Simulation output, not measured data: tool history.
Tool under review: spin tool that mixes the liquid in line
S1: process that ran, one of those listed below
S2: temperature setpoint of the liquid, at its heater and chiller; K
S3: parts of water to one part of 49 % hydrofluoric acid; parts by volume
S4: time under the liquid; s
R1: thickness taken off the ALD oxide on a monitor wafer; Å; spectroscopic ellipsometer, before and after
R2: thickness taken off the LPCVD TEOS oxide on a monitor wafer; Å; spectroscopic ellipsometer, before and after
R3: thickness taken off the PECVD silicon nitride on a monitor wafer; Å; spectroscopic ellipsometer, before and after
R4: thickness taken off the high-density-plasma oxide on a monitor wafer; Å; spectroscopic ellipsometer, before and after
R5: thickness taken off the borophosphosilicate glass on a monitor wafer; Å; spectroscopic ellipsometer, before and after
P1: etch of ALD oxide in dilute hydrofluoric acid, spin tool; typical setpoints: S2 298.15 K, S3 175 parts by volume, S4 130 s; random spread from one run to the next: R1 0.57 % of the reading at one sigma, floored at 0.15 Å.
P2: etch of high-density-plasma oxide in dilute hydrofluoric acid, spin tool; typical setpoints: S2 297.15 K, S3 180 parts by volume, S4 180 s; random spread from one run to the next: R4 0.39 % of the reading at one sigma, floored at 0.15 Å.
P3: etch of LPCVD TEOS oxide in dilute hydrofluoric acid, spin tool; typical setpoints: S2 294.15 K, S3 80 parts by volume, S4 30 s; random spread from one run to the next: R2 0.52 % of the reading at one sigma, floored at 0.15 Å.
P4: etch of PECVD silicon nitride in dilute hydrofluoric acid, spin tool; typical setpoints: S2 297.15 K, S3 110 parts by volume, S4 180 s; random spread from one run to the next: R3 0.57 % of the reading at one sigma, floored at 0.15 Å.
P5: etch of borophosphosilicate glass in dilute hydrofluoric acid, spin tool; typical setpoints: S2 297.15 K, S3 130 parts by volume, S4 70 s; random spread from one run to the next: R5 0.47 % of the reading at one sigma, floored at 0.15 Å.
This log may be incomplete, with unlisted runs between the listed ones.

| run | day | S1 | S2 | S3 | S4 | R1 | R2 | R3 | R4 | R5 |
|---|---|---|---|---|---|---|---|---|---|---|
| 1 | 0.162 | P1 | 298.15 | 175 | 130 | 167.570 |  |  |  |  |
| 2 | 0.404 | P3 | 294.15 | 80 | 15 |  | 96.317 |  |  |  |
| 3 | 0.583 | P4 | 301.65 | 110 | 180 |  |  | 84.186 |  |  |
| 4 | 0.854 | P1 | 304.15 | 175 | 130 | 209.230 |  |  |  |  |
| 5 | 0.979 | P4 | 297.15 | 110 | 180 |  |  | 63.299 |  |  |
| 6 | 1.212 | P2 | 297.15 | 275 | 180 |  |  |  | 30.1080 |  |
| 7 | 1.496 | P3 | 300.15 | 80 | 30 |  | 246.630 |  |  |  |
| 8 | 1.712 | P5 | 297.15 | 130 | 70 |  |  |  |  | 169.20 |
|  | 1.825 | thermometer replaced |
| 9 | 1.846 | P1 | 298.15 | 175 | 255 | 326.970 |  |  |  |  |
| 10 | 2.038 | P1 | 298.15 | 175 | 130 | 167.350 |  |  |  |  |
| 11 | 2.183 | P3 | 294.15 | 140 | 30 |  | 102.170 |  |  |  |
| 12 | 2.371 | P5 | 297.15 | 130 | 110 |  |  |  |  | 261.01 |
|  | 2.600 | hydrofluoric acid flow meter replaced |
| 13 | 2.612 | P5 | 290.15 | 130 | 70 |  |  |  |  | 126.33 |
| 14 | 2.817 | P5 | 297.15 | 45 | 70 |  |  |  |  | 538.34 |
| 15 | 2.971 | P1 | 301.65 | 295 | 130 | 97.220 |  |  |  |  |
| 16 | 3.188 | P2 | 297.15 | 180 | 180 |  |  |  | 50.9120 |  |
| 17 | 3.425 | P4 | 297.15 | 195 | 180 |  |  | 35.516 |  |  |
| 18 | 3.604 | P1 | 298.15 | 250 | 130 | 108.750 |  |  |  |  |
| 19 | 3.779 | P1 | 293.65 | 175 | 130 | 139.220 |  |  |  |  |
| 20 | 3.942 | P1 | 298.15 | 175 | 130 | 166.980 |  |  |  |  |
| 21 | 4.221 | P3 | 294.15 | 80 | 30 |  | 192.030 |  |  |  |
| 22 | 4.462 | P4 | 297.15 | 110 | 315 |  |  | 109.600 |  |  |
| 23 | 4.667 | P1 | 298.15 | 175 | 20 | 25.521 |  |  |  |  |
| 24 | 4.842 | P1 | 298.15 | 95 | 130 | 336.170 |  |  |  |  |
| 25 | 5.067 | P2 | 290.65 | 180 | 180 |  |  |  | 39.7010 |  |
| 26 | 5.346 | P1 | 298.15 | 175 | 130 | 168.130 |  |  |  |  |
| 27 | 5.558 | P2 | 297.15 | 180 | 35 |  |  |  | 9.8738 |  |
| 28 | 5.812 | P1 | 298.15 | 175 | 130 | 165.370 |  |  |  |  |
| 29 | 5.992 | P2 | 297.15 | 180 | 180 |  |  |  | 50.3970 |  |
| 30 | 6.162 | P1 | 298.15 | 175 | 130 | 167.190 |  |  |  |  |
| 31 | 6.408 | P1 | 298.15 | 175 | 130 | 171.900 |  |  |  |  |
| 32 | 6.562 | P1 | 298.15 | 175 | 130 | 174.540 |  |  |  |  |
| 33 | 6.708 | P1 | 298.15 | 175 | 130 | 175.770 |  |  |  |  |
| 34 | 6.858 | P1 | 298.15 | 175 | 130 | 175.390 |  |  |  |  |
| 35 | 7.021 | P1 | 298.15 | 175 | 130 | 174.300 |  |  |  |  |
| 36 | 7.304 | P1 | 298.15 | 175 | 130 | 176.930 |  |  |  |  |
| 37 | 7.567 | P1 | 298.15 | 175 | 130 | 176.870 |  |  |  |  |
| 38 | 7.771 | P1 | 298.15 | 175 | 130 | 177.500 |  |  |  |  |
| 39 | 8.021 | P1 | 298.15 | 175 | 130 | 178.260 |  |  |  |  |

The log shows P1 creeping away from where it was. Any of the 2 causes listed here, at the size stated for it, fits the log just as well as the others:
A: liquid hotter than its thermometer reads (K) = 1.65
B: hydrofluoric acid flow above the setpoint (%) = 5.22
The onset of the drift is placed at about day 6.162.

Below are 4 check runs, each on a single wafer, with their results shown as question marks. Which of them would tell the listed causes apart, meaning the causes would give clearly different results under it?
| check 1 | 8.271 | P2 | 297.15 | 180 | 180 |  |  |  | ? |  |
| check 2 | 8.271 | P3 | 294.15 | 80 | 30 |  | ? |  |  |  |
| check 3 | 8.271 | P5 | 297.15 | 130 | 70 |  |  |  |  | ? |
| check 4 | 8.271 | P4 | 297.15 | 110 | 180 |  |  | ? |  |  |

What every check run would give for each of its results, assuming each possible cause in turn:
| check | result | if A | if B |
|---|---|---|---|
| check 1 | R4 | 54.1120 | 54.0860 |
| check 2 | R2 | 205.370 | 202.920 |
| check 3 | R5 | 178.41 | 177.53 |
| check 4 | R3 | 70.038 | 66.141 |
Distance between the nearest two causes, measured in the result of the check that separates them most: check 1 0.05 %; check 2 1.2 %; check 3 0.5 %; check 4 5.72 %
The other checks would show nearly matching results whichever cause is true, so check 4 is the only one that separates the causes.

Running check 4 produced the following: R3 70.213 Å. Which one of the listed causes fits?

It was cause A: liquid hotter than its thermometer reads (K).
